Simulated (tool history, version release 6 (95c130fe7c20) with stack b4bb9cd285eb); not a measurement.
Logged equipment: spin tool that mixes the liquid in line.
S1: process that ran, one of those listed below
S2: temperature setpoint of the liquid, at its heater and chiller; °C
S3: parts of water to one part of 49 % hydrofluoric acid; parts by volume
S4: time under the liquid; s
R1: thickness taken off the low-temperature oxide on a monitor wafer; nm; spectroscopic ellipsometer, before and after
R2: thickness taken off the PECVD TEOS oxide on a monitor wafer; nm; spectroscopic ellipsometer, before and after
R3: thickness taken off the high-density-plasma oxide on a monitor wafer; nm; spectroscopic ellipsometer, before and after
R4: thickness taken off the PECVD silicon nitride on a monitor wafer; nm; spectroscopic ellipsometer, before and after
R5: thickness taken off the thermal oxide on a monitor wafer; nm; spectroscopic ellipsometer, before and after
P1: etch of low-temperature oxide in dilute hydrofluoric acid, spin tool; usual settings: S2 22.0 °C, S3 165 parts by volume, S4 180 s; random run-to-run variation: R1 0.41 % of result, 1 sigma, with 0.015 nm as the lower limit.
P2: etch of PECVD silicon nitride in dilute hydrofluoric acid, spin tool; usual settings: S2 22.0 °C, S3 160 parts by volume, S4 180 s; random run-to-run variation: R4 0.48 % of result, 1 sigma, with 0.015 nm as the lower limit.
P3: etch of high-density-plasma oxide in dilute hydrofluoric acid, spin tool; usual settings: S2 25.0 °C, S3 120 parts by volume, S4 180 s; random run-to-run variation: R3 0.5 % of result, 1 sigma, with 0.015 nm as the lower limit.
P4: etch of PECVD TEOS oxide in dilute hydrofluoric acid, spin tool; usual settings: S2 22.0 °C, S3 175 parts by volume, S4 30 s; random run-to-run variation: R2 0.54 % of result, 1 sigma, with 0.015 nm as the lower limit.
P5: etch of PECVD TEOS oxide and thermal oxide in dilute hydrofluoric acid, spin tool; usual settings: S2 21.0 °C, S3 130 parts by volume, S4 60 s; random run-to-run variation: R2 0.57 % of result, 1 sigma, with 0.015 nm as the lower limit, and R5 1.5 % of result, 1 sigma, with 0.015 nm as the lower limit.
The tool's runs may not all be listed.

run   hour  S1    S2   S3   S4       R1       R2       R3      R4      R5
  1    8.7  P1  22.0  165  180  11.4560
  2   19.3  P1  17.5  165  255  13.5780
  3   28.9  P4  27.5  175   30            4.9933
  4   42.6  P3  25.0  120  180                     9.3817
  5   54.6  P1  22.0  165  315  20.0250
  6   66.2  P2  17.0  160  180                             3.1626
  7   75.0  P5  21.0  130   60            7.2662                   1.8139
  8   88.5  P3  25.0  120  350                    18.1870
  9  101.3  P1  22.0  235  180   7.5584
 10  108.1  P1  29.0  165  180  14.9240
 11  116.6  P5  21.0  205   60            4.2583                   1.0676
 12  124.5  P3  25.0   60  180                    20.1790
 13  138.2  P5  21.0  130  110           13.4360                   3.2706
     141.0  -- thermometer replaced
 14  150.6  P2  22.0  160  360                             8.9229
 15  159.1  P4  22.0  175   30            4.0985
 16  168.0  P2  22.0  160  180                             4.4354
 17  176.5  P1  22.0  165  180  11.4290
 18  188.5  P1  22.0  165  180  11.5060
 19  198.5  P3  21.0  120  180                     7.9447
 20  210.6  P4  22.0  175   15            2.0067
 21  220.6  P1  22.0  165  180  11.5060
 22  233.0  P1  22.0  165   85   5.4029
 23  246.8  P5  21.0  130   60            7.3319                   1.8669

For run 24, what comes out?
 24  260.7  P1  22.0  60  180   ?

{"run 24": {"R1": 35.568}}
